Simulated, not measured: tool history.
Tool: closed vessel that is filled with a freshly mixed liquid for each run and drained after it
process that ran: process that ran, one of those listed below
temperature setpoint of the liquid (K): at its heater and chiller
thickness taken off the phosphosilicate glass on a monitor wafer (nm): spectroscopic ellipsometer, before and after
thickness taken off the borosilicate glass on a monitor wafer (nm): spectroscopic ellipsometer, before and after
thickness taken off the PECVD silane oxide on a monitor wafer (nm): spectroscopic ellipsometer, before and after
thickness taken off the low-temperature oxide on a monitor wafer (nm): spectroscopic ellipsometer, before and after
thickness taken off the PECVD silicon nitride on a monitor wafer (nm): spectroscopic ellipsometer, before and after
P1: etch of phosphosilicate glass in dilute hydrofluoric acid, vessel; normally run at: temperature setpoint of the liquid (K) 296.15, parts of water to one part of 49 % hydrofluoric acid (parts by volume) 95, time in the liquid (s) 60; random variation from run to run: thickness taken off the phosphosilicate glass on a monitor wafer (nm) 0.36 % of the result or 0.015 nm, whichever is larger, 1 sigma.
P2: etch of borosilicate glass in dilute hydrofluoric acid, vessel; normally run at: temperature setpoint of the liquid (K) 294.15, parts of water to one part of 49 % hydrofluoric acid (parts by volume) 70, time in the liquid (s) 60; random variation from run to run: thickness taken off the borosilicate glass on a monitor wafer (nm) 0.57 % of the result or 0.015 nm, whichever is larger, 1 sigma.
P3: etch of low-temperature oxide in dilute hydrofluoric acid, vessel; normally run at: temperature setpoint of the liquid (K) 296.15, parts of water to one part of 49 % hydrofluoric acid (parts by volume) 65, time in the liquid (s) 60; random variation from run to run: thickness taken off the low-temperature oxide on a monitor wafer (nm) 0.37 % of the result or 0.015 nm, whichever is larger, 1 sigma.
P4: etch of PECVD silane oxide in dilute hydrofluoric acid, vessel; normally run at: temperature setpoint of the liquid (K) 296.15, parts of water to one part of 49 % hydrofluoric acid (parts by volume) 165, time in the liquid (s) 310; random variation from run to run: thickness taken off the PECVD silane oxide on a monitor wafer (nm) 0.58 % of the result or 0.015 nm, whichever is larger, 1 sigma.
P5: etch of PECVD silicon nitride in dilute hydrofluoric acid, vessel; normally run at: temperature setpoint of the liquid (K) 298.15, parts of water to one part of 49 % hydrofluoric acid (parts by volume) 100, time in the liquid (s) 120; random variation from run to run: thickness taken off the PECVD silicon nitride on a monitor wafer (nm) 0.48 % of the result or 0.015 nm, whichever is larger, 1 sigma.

| run | hour | process that ran | temperature setpoint of the liquid (K) | parts of water to one part of 49 % hydrofluoric acid (parts by volume) | time in the liquid (s) | hours since the thermometer was replaced | hours since the hydrofluoric acid flow meter was replaced | thickness taken off the phosphosilicate glass on a monitor wafer (nm) | thickness taken off the borosilicate glass on a monitor wafer (nm) | thickness taken off the PECVD silane oxide on a monitor wafer (nm) | thickness taken off the low-temperature oxide on a monitor wafer (nm) | thickness taken off the PECVD silicon nitride on a monitor wafer (nm) |
|---|---|---|---|---|---|---|---|---|---|---|---|---|
| 1 | 14 | P1 | 296.15 | 95 | 60 | 188.6 | 414.4 | 79.343 |  |  |  |  |
| 2 | 25.3 | P2 | 294.15 | 70 | 60 | 199.9 | 425.7 |  | 27.31 |  |  |  |
| 3 | 34.2 | P4 | 296.15 | 165 | 485 | 208.8 | 434.6 |  |  | 76.005 |  |  |
| 4 | 47.9 | P1 | 290.65 | 95 | 60 | 222.5 | 448.3 | 63.327 |  |  |  |  |
| 5 | 55.9 | P3 | 296.15 | 65 | 90 | 230.5 | 456.3 |  |  |  | 25.172 |  |
| 6 | 63.8 | P5 | 298.15 | 60 | 120 | 238.4 | 464.2 |  |  |  |  | 10.01 |
| 7 | 72.2 | P1 | 296.15 | 95 | 60 | 246.8 | 472.6 | 78.764 |  |  |  |  |
| 8 | 81.2 | P1 | 296.15 | 155 | 60 | 255.8 | 481.6 | 45.148 |  |  |  |  |
| 9 | 93.5 | P5 | 291.15 | 100 | 120 | 268.1 | 493.9 |  |  |  |  | 3.7695 |
| 10 | 104.6 | P4 | 296.15 | 235 | 310 | 279.2 | 505 |  |  | 32.088 |  |  |
| 11 | 115.9 | P3 | 296.15 | 65 | 60 | 290.5 | 516.3 |  |  |  | 16.745 |  |
| 12 | 129.1 | P2 | 294.15 | 70 | 30 | 303.7 | 529.5 |  | 13.635 |  |  |  |
| 13 | 143.8 | P1 | 296.15 | 95 | 60 | 318.4 | 544.2 | 78.923 |  |  |  |  |
| 14 | 152.1 | P5 | 298.15 | 100 | 30 | 326.7 | 552.5 |  |  |  |  | 1.5033 |
|  | 156.1 | hydrofluoric acid flow meter replaced |
| 15 | 164.2 | P3 | 296.15 | 35 | 60 | 338.8 | 8.2 |  |  |  | 32.333 |  |
| 16 | 171.5 | P1 | 296.15 | 95 | 60 | 346.1 | 15.5 | 78.898 |  |  |  |  |
| 17 | 184 | P4 | 296.15 | 165 | 310 | 358.6 | 28 |  |  | 48.306 |  |  |
| 18 | 198.7 | P5 | 298.15 | 100 | 120 | 373.3 | 42.7 |  |  |  |  | 6.087 |
| 19 | 210.1 | P1 | 293.15 | 20 | 60 | 384.7 | 54.1 | 362.96 |  |  |  |  |
| 20 | 222.9 | P3 | 301.15 | 65 | 60 | 397.5 | 66.9 |  |  |  | 20.39 |  |
| 21 | 234.5 | P2 | 294.15 | 70 | 60 | 409.1 | 78.5 |  | 27.298 |  |  |  |
| 22 | 248.6 | P1 | 303.65 | 95 | 60 | 423.2 | 92.6 | 106.09 |  |  |  |  |
| 23 | 256.1 | P1 | 296.15 | 95 | 60 | 430.7 | 100.1 | 78.953 |  |  |  |  |
| 24 | 268.5 | P1 | 296.15 | 95 | 115 | 443.1 | 112.5 | 152.62 |  |  |  |  |
| 25 | 284 | P1 | 296.15 | 95 | 60 | 458.6 | 128 | 79.273 |  |  |  |  |
| 26 | 294.9 | P3 | 296.15 | 65 | 60 | 469.5 | 138.9 |  |  |  | 16.761 |  |
| 27 | 306.7 | P1 | 296.15 | 20 | 60 | 481.3 | 150.7 | 411.91 |  |  |  |  |
| 28 | 315 | P2 | 290.15 | 70 | 60 | 489.6 | 159 |  | 23.169 |  |  |  |
| 29 | 329.4 | P1 | 292.15 | 150 | 60 | 504 | 173.4 | 40.096 |  |  |  |  |
| 30 | 341.4 | P4 | 304.15 | 165 | 310 | 516 | 185.4 |  |  | 64.872 |  |  |
| 31 | 349.4 | P2 | 294.15 | 130 | 60 | 524 | 193.4 |  | 13.772 |  |  |  |
| 32 | 360.3 | P1 | 302.15 | 95 | 30 | 534.9 | 204.3 | 49.957 |  |  |  |  |
| 33 | 368 | P1 | 296.15 | 95 | 30 | 542.6 | 212 | 39.457 |  |  |  |  |
| 34 | 376 | P1 | 296.15 | 95 | 60 | 550.6 | 220 | 79.172 |  |  |  |  |
| 35 | 389.4 | P1 | 296.15 | 95 | 60 | 564 | 233.4 | 76.189 |  |  |  |  |
| 36 | 398.5 | P1 | 296.15 | 95 | 60 | 573.1 | 242.5 | 74.9 |  |  |  |  |
| 37 | 411.7 | P1 | 296.15 | 95 | 60 | 586.3 | 255.7 | 73.85 |  |  |  |  |
| 38 | 423.5 | P1 | 296.15 | 95 | 60 | 598.1 | 267.5 | 72.695 |  |  |  |  |
| 39 | 433 | P1 | 296.15 | 95 | 60 | 607.6 | 277 | 72.306 |  |  |  |  |
| 40 | 442.1 | P1 | 296.15 | 95 | 60 | 616.7 | 286.1 | 72.179 |  |  |  |  |
| 41 | 452 | P1 | 296.15 | 95 | 60 | 626.6 | 296 | 72.195 |  |  |  |  |
| 42 | 459.2 | P1 | 296.15 | 95 | 60 | 633.8 | 303.2 | 72.484 |  |  |  |  |
| 43 | 471.1 | P1 | 296.15 | 95 | 60 | 645.7 | 315.1 | 72.015 |  |  |  |  |

What P1 gives has crept away from where it was. These 2 causes fit the log equally well, each at the size given:
A: hydrofluoric acid flow below the setpoint (%) = 7.73
B: liquid colder than its thermometer reads (K) = 2.23
The creep began at about hour 376.

4 check runs are offered, one wafer each, their results left as question marks. Which one tells the causes apart?
| check 1 | 483 | P2 | 294.15 | 70 | 60 |  |  |  | ? |  |  |  |
| check 2 | 483 | P5 | 298.15 | 100 | 120 |  |  |  |  |  |  | ? |
| check 3 | 483 | P4 | 296.15 | 165 | 310 |  |  |  |  | ? |  |  |
| check 4 | 483 | P3 | 296.15 | 65 | 60 |  |  |  |  |  | ? |  |

What each check would give under each cause:
| check | result | if A | if B |
|---|---|---|---|
| check 1 | thickness taken off the borosilicate glass on a monitor wafer (nm) | 24.954 | 24.801 |
| check 2 | thickness taken off the PECVD silicon nitride on a monitor wafer (nm) | 5.5795 | 5.2159 |
| check 3 | thickness taken off the PECVD silane oxide on a monitor wafer (nm) | 43.992 | 44.399 |
| check 4 | thickness taken off the low-temperature oxide on a monitor wafer (nm) | 15.327 | 15.252 |
How far apart the two closest causes lie, in the result that separates them most: check 1 0.61 %; check 2 6.74 %; check 3 0.92 %; check 4 0.49 %
Check 2 tells the causes apart: in the others they would give nearly the same result.

Check 2 was then run and gave: thickness taken off the PECVD silicon nitride on a monitor wafer (nm) 5.2277. Which cause is it?

It is B: liquid colder than its thermometer reads (K).
